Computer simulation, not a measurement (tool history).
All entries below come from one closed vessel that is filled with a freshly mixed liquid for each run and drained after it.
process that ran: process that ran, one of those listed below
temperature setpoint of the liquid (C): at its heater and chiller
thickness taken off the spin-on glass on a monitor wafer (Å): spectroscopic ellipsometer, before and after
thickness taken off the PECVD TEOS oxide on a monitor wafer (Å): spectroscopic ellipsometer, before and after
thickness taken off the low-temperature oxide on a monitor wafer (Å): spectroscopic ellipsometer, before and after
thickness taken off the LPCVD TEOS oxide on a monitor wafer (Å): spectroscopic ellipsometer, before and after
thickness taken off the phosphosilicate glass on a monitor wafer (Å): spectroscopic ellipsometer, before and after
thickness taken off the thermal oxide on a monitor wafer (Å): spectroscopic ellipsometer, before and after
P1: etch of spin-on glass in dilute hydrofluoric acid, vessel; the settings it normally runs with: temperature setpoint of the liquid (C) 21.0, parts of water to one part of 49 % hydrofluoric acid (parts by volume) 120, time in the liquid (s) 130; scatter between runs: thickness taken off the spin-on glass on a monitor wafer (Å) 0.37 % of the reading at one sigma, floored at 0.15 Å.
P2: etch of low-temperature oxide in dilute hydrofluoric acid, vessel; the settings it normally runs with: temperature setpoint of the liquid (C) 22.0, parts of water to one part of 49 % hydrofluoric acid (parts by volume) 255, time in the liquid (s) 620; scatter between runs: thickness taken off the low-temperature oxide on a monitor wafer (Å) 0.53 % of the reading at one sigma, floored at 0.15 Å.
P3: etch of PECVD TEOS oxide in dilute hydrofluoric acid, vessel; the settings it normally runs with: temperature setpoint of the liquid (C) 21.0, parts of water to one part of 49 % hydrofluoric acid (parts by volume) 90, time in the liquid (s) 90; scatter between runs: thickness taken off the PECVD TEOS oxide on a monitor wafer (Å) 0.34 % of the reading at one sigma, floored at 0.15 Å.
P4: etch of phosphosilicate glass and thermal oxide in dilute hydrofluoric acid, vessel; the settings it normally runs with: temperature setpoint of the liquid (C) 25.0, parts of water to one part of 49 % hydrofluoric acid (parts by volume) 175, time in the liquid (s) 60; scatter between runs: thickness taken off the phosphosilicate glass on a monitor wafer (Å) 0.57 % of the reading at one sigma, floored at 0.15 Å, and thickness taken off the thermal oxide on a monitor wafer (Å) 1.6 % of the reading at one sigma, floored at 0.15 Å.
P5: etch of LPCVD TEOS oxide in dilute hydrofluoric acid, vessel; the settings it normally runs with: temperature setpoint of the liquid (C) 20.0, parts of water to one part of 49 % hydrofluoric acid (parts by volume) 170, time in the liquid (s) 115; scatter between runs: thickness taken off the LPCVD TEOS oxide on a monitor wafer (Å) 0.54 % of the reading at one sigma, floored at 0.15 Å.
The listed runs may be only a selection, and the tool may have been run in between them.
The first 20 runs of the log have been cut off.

| run | hour | process that ran | temperature setpoint of the liquid (C) | parts of water to one part of 49 % hydrofluoric acid (parts by volume) | time in the liquid (s) | hours since the thermometer was replaced | hours since the hydrofluoric acid flow meter was replaced | thickness taken off the spin-on glass on a monitor wafer (Å) | thickness taken off the PECVD TEOS oxide on a monitor wafer (Å) | thickness taken off the low-temperature oxide on a monitor wafer (Å) | thickness taken off the LPCVD TEOS oxide on a monitor wafer (Å) | thickness taken off the phosphosilicate glass on a monitor wafer (Å) | thickness taken off the thermal oxide on a monitor wafer (Å) |
|---|---|---|---|---|---|---|---|---|---|---|---|---|---|
| 21 | 144.5 | P3 | 21.0 | 90 | 90 | 75.5 | 675.4 |  | 192.840 |  |  |  |  |
| 22 | 153.1 | P4 | 25.0 | 175 | 60 | 84.1 | 684.0 |  |  |  |  | 319.49 | 14.9990 |
| 23 | 162.5 | P4 | 32.5 | 175 | 60 | 93.5 | 693.4 |  |  |  |  | 423.26 | 19.8170 |
| 24 | 169.0 | P1 | 17.0 | 120 | 130 | 100.0 | 699.9 | 352.45 |  |  |  |  |  |
| 25 | 174.4 | P1 | 21.0 | 120 | 230 | 105.4 | 705.3 | 740.67 |  |  |  |  |  |
| 26 | 180.8 | P2 | 22.0 | 255 | 620 | 111.8 | 711.7 |  |  | 316.790 |  |  |  |
| 27 | 190.2 | P1 | 21.0 | 35 | 65 | 121.2 | 721.1 | 793.06 |  |  |  |  |  |
| 28 | 195.7 | P1 | 21.0 | 120 | 130 | 126.7 | 726.6 | 419.21 |  |  |  |  |  |
| 29 | 201.9 | P1 | 25.5 | 75 | 130 | 132.9 | 732.8 | 847.76 |  |  |  |  |  |
| 30 | 208.0 | P2 | 22.0 | 60 | 620 | 139.0 | 738.9 |  |  | 1664.700 |  |  |  |
| 31 | 213.3 | P2 | 17.0 | 255 | 620 | 144.3 | 744.2 |  |  | 261.260 |  |  |  |
| 32 | 217.8 | P4 | 25.0 | 175 | 115 | 148.8 | 748.7 |  |  |  |  | 614.84 | 29.7000 |
| 33 | 226.9 | P5 | 20.0 | 170 | 115 | 157.9 | 757.8 |  |  |  | 220.82 |  |  |
| 34 | 232.2 | P1 | 21.0 | 120 | 130 | 163.2 | 763.1 | 414.85 |  |  |  |  |  |
| 35 | 237.1 | P1 | 21.0 | 120 | 130 | 168.1 | 768.0 | 436.48 |  |  |  |  |  |

Run 36 comes next. What will it give?
| 36 | 243.4 | P1 | 21.0 | 120 | 130 | 174.4 | 774.3 | ? |  |  |  |  |  |

{"run 36": {"thickness taken off the spin-on glass on a monitor wafer (Å)": 443.24}}

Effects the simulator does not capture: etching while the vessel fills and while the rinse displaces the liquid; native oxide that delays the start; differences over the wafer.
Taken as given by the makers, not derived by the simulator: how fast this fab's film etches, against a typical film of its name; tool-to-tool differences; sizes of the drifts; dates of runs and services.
